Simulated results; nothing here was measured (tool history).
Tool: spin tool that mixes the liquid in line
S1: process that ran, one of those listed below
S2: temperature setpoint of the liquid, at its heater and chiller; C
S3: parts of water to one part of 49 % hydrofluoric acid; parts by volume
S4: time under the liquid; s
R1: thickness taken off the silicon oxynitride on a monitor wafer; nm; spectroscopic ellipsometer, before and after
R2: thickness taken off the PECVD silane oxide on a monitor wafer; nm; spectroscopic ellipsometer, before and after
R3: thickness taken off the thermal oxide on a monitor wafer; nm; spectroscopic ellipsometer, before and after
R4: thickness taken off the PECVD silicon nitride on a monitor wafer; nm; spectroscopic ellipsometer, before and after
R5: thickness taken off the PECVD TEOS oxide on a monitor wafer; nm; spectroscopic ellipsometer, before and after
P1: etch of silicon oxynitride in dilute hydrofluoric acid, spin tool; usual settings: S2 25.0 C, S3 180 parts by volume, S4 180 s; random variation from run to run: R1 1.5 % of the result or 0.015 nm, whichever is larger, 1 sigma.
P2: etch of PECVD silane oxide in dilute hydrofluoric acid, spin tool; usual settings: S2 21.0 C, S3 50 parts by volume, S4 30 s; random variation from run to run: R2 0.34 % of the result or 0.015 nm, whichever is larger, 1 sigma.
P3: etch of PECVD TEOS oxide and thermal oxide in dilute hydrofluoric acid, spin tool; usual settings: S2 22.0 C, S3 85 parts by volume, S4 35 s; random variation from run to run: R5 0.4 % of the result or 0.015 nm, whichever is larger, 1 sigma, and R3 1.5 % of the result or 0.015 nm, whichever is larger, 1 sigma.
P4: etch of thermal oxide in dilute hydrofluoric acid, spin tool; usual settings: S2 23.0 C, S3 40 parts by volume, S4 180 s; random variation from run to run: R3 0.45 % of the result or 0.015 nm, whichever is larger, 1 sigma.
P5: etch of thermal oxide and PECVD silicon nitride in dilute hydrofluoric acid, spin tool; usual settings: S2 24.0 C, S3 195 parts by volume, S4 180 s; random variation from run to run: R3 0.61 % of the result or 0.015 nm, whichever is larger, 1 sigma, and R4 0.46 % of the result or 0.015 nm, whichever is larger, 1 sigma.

Run 1, hour 5.0: S1 P1, S2 25.0 C, S3 180 parts by volume, S4 180 s. Result: R1 1.54940 nm.
Run 2, hour 12.5: S1 P1, S2 25.0 C, S3 180 parts by volume, S4 180 s. Result: R1 1.54130 nm.
Run 3, hour 19.0: S1 P2, S2 28.5 C, S3 50 parts by volume, S4 30 s. Result: R2 28.134 nm.
Run 4, hour 27.0: S1 P5, S2 24.0 C, S3 195 parts by volume, S4 270 s. Result: R3 5.8509 nm, R4 6.9917 nm.
Run 5, hour 35.2: S1 P1, S2 25.0 C, S3 180 parts by volume, S4 180 s. Result: R1 1.58180 nm.
Run 6, hour 44.8: S1 P2, S2 21.0 C, S3 50 parts by volume, S4 30 s. Result: R2 20.665 nm.
Run 7, hour 51.7: S1 P2, S2 21.0 C, S3 50 parts by volume, S4 30 s. Result: R2 20.756 nm.
Run 8, hour 59.5: S1 P4, S2 23.0 C, S3 55 parts by volume, S4 180 s. Result: R3 15.0870 nm.
Run 9, hour 67.9: S1 P1, S2 25.0 C, S3 50 parts by volume, S4 180 s. Result: R1 6.47320 nm.
Run 10, hour 76.8: S1 P3, S2 18.5 C, S3 85 parts by volume, S4 35 s. Result: R3 1.4874 nm, R5 6.7318 nm.
Run 11, hour 82.9: S1 P1, S2 25.0 C, S3 180 parts by volume, S4 85 s. Result: R1 0.73780 nm.
Run 12, hour 88.4: S1 P1, S2 19.0 C, S3 180 parts by volume, S4 180 s. Result: R1 1.23080 nm.
Run 13, hour 92.8: S1 P5, S2 24.0 C, S3 90 parts by volume, S4 180 s. Result: R3 9.6197 nm, R4 10.0000 nm.
Run 14, hour 99.2: S1 P3, S2 22.0 C, S3 85 parts by volume, S4 35 s. Result: R3 1.7013 nm, R5 7.7154 nm.
Run 15, hour 107.8: S1 P2, S2 21.0 C, S3 20 parts by volume, S4 30 s. Result: R2 53.933 nm.
Run 16, hour 113.1: S1 P1, S2 25.0 C, S3 180 parts by volume, S4 180 s. Result: R1 1.56220 nm.
Run 17, hour 118.7: S1 P5, S2 24.0 C, S3 195 parts by volume, S4 180 s. Result: R3 3.9637 nm, R4 4.6773 nm.
Run 18, hour 124.1: S1 P3, S2 22.0 C, S3 140 parts by volume, S4 35 s. Result: R3 1.0310 nm, R5 4.4138 nm.
Run 19, hour 129.8: S1 P5, S2 19.5 C, S3 195 parts by volume, S4 180 s. Result: R3 3.3385 nm, R4 3.4944 nm.
Run 20, hour 137.2: S1 P3, S2 22.0 C, S3 85 parts by volume, S4 35 s. Result: R3 1.7832 nm, R5 7.7020 nm.
Run 21, hour 141.8: S1 P1, S2 25.0 C, S3 180 parts by volume, S4 325 s. Result: R1 2.85200 nm.
Run 22, hour 151.6: S1 P1, S2 32.5 C, S3 180 parts by volume, S4 180 s. Result: R1 2.16250 nm.
Run 23, hour 159.1: S1 P4, S2 23.0 C, S3 40 parts by volume, S4 180 s. Result: R3 21.2720 nm.
Run 24, hour 169.0: S1 P4, S2 18.5 C, S3 40 parts by volume, S4 180 s. Result: R3 17.4820 nm.
Run 25, hour 176.6: S1 P1, S2 25.0 C, S3 305 parts by volume, S4 180 s. Result: R1 0.82688 nm.
Run 26, hour 183.6: S1 P4, S2 23.0 C, S3 40 parts by volume, S4 300 s. Result: R3 35.4710 nm.
Run 27, hour 191.4: S1 P1, S2 25.0 C, S3 180 parts by volume, S4 180 s. Result: R1 1.57300 nm.
Run 28, hour 201.0: S1 P3, S2 22.0 C, S3 85 parts by volume, S4 65 s. Result: R3 3.1899 nm, R5 14.3450 nm.
Run 29, hour 209.2: S1 P5, S2 24.0 C, S3 195 parts by volume, S4 180 s. Result: R3 3.9284 nm, R4 4.6509 nm.
Run 30, hour 214.3: S1 P1, S2 25.0 C, S3 180 parts by volume, S4 180 s. Result: R1 1.58290 nm.
Run 31, hour 223.0: S1 P1, S2 25.0 C, S3 255 parts by volume, S4 320 s. Result: R1 1.90590 nm.
Run 32, hour 230.7: S1 P1, S2 25.0 C, S3 180 parts by volume, S4 180 s. Result: R1 1.59460 nm.
Run 33, hour 236.5: S1 P2, S2 21.0 C, S3 50 parts by volume, S4 15 s. Result: R2 10.431 nm.
Run 34, hour 244.9: S1 P1, S2 25.0 C, S3 180 parts by volume, S4 180 s. Result: R1 1.56030 nm.
Run 35, hour 253.7: S1 P1, S2 25.0 C, S3 180 parts by volume, S4 180 s. Result: R1 1.48790 nm.
Run 36, hour 258.6: S1 P1, S2 25.0 C, S3 180 parts by volume, S4 180 s. Result: R1 1.49010 nm.
Run 37, hour 264.5: S1 P1, S2 25.0 C, S3 180 parts by volume, S4 180 s. Result: R1 1.47620 nm.
Run 38, hour 272.5: S1 P1, S2 25.0 C, S3 180 parts by volume, S4 180 s. Result: R1 1.42480 nm.
Run 39, hour 280.5: S1 P1, S2 25.0 C, S3 180 parts by volume, S4 180 s. Result: R1 1.44330 nm.
Run 40, hour 286.9: S1 P1, S2 25.0 C, S3 180 parts by volume, S4 180 s. Result: R1 1.39590 nm.
Run 41, hour 292.2: S1 P1, S2 25.0 C, S3 180 parts by volume, S4 180 s. Result: R1 1.43450 nm.
Run 42, hour 296.9: S1 P1, S2 25.0 C, S3 180 parts by volume, S4 180 s. Result: R1 1.43450 nm.

What P1 gives has crept away from where it was. These 2 causes fit the log equally well, each at the size given:
A: liquid colder than its thermometer reads (K) = 1.99
B: hydrofluoric acid flow below the setpoint (%) = 7.49
The creep began at about hour 244.9.

4 check runs are offered, one wafer each, their results left as question marks. Which one tells the causes apart?
Run check 1, hour 301.6: S1 P5, S2 24.0 C, S3 195 parts by volume, S4 180 s. Result: R3 ?, R4 ?.
Run check 2, hour 301.6: S1 P4, S2 23.0 C, S3 40 parts by volume, S4 180 s. Result: R3 ?.
Run check 3, hour 301.6: S1 P2, S2 21.0 C, S3 50 parts by volume, S4 30 s. Result: R2 ?.
Run check 4, hour 301.6: S1 P3, S2 22.0 C, S3 85 parts by volume, S4 35 s. Result: R3 ?, R5 ?.

What each check would give under each cause:
  check  result     if A     if B
check 1      R3   3.6567   3.5837
check 1      R4   4.1027   4.3138
check 2      R3  19.4450  19.4780
check 3      R2   19.115   19.146
check 4      R3   1.6163   1.6096
check 4      R5   7.1075   7.0777
How far apart the two closest causes lie, in the result that separates them most: check 1 5.02 %; check 2 0.17 %; check 3 0.17 %; check 4 0.42 %
Check 1 tells the causes apart: in the others they would give nearly the same result.

Check 1 was then run and gave: R3 3.6653 nm; R4 4.0966 nm. Which cause is it?

It is A: liquid colder than its thermometer reads (K).
